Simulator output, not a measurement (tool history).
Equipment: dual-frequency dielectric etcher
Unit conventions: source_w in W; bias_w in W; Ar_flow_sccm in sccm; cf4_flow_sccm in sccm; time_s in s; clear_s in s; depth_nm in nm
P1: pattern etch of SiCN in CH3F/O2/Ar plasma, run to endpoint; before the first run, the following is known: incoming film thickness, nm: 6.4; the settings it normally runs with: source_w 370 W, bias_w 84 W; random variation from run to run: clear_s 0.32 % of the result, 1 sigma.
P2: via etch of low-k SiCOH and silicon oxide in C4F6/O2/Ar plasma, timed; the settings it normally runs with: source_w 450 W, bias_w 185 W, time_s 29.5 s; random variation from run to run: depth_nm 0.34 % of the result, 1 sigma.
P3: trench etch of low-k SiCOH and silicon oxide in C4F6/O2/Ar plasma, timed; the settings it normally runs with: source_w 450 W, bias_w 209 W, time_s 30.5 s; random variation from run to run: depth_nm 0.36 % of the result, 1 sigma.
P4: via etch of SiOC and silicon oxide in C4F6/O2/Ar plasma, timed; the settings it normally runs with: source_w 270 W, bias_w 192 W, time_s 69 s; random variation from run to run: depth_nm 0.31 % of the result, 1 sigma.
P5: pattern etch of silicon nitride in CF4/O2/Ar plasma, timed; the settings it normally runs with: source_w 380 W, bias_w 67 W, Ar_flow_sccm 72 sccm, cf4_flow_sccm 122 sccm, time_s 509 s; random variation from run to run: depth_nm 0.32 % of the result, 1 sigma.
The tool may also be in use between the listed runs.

| run | hour | process | source_w | bias_w | Ar_flow_sccm | cf4_flow_sccm | time_s | hours since the last wet clean | hours since the last source power generator calibration | hours since the last bias power generator calibration | clear_s | depth_nm |
|---|---|---|---|---|---|---|---|---|---|---|---|---|
| 1 | 7.1 | P1 | 370 | 84 |  |  |  | 322 | 1504.2 | 1199.4 | 16.122 |  |
| 2 | 12.9 | P5 | 380 | 67 | 72 | 122 | 661 | 327.8 | 1510 | 1205.2 |  | 1172.4 |
| 3 | 20.1 | P1 | 310 | 107 |  |  |  | 335 | 1517.2 | 1212.4 | 15.734 |  |
| 4 | 27.5 | P5 | 380 | 67 | 72 | 122 | 509 | 342.4 | 1524.6 | 1219.8 |  | 903.27 |
| 5 | 37 | P3 | 450 | 209 |  |  | 20 | 351.9 | 1534.1 | 1229.3 |  | 70.623 |
| 6 | 43.2 | P5 | 380 | 67 | 100 | 122 | 509 | 358.1 | 1540.3 | 1235.5 |  | 883.81 |
| 7 | 49.6 | P5 | 500 | 67 | 72 | 122 | 509 | 364.5 | 1546.7 | 1241.9 |  | 1154.6 |
| 8 | 59.4 | P1 | 280 | 104 |  |  |  | 374.3 | 1556.5 | 1251.7 | 16.543 |  |
| 9 | 70.7 | P1 | 370 | 84 |  |  |  | 385.6 | 1567.8 | 1263 | 16.269 |  |
| 10 | 80.1 | P1 | 370 | 84 |  |  |  | 395 | 1577.2 | 1272.4 | 16.217 |  |
| 11 | 87.1 | P2 | 450 | 185 |  |  | 29.5 | 402 | 1584.2 | 1279.4 |  | 75.553 |
| 12 | 93.1 | P1 | 370 | 58 |  |  |  | 408 | 1590.2 | 1285.4 | 18.392 |  |
| 13 | 105.3 | P1 | 370 | 84 |  |  |  | 420.2 | 1602.4 | 1297.6 | 16.238 |  |
| 14 | 116.5 | P2 | 450 | 185 |  |  | 29.5 | 431.4 | 1613.6 | 1308.8 |  | 75.592 |
| 15 | 122.7 | P1 | 370 | 111 |  |  |  | 437.6 | 1619.8 | 1315 | 14.522 |  |
|  | 131 | bias power generator calibrated |
| 16 | 134.8 | P4 | 270 | 192 |  |  | 69 | 449.7 | 1631.9 | 3.9 |  | 69.481 |
| 17 | 141.6 | P5 | 380 | 67 | 72 | 82 | 509 | 456.5 | 1638.7 | 10.7 |  | 873.5 |
| 18 | 153.1 | P3 | 450 | 282 |  |  | 30.5 | 468 | 1650.2 | 22.2 |  | 118.19 |
| 19 | 159.6 | P1 | 450 | 102 |  |  |  | 474.5 | 1656.7 | 28.7 | 14.078 |  |
| 20 | 166 | P4 | 380 | 192 |  |  | 69 | 480.9 | 1663.1 | 35.1 |  | 79.269 |
| 21 | 171.5 | P3 | 450 | 209 |  |  | 30.5 | 486.4 | 1668.6 | 40.6 |  | 107.87 |

Predict the results of run 22:
| 22 | 179.2 | P4 | 270 | 254 |  |  | 69 | 494.1 | 1676.3 | 48.3 |  | ? |

{"run 22": {"depth_nm": 76.559}}

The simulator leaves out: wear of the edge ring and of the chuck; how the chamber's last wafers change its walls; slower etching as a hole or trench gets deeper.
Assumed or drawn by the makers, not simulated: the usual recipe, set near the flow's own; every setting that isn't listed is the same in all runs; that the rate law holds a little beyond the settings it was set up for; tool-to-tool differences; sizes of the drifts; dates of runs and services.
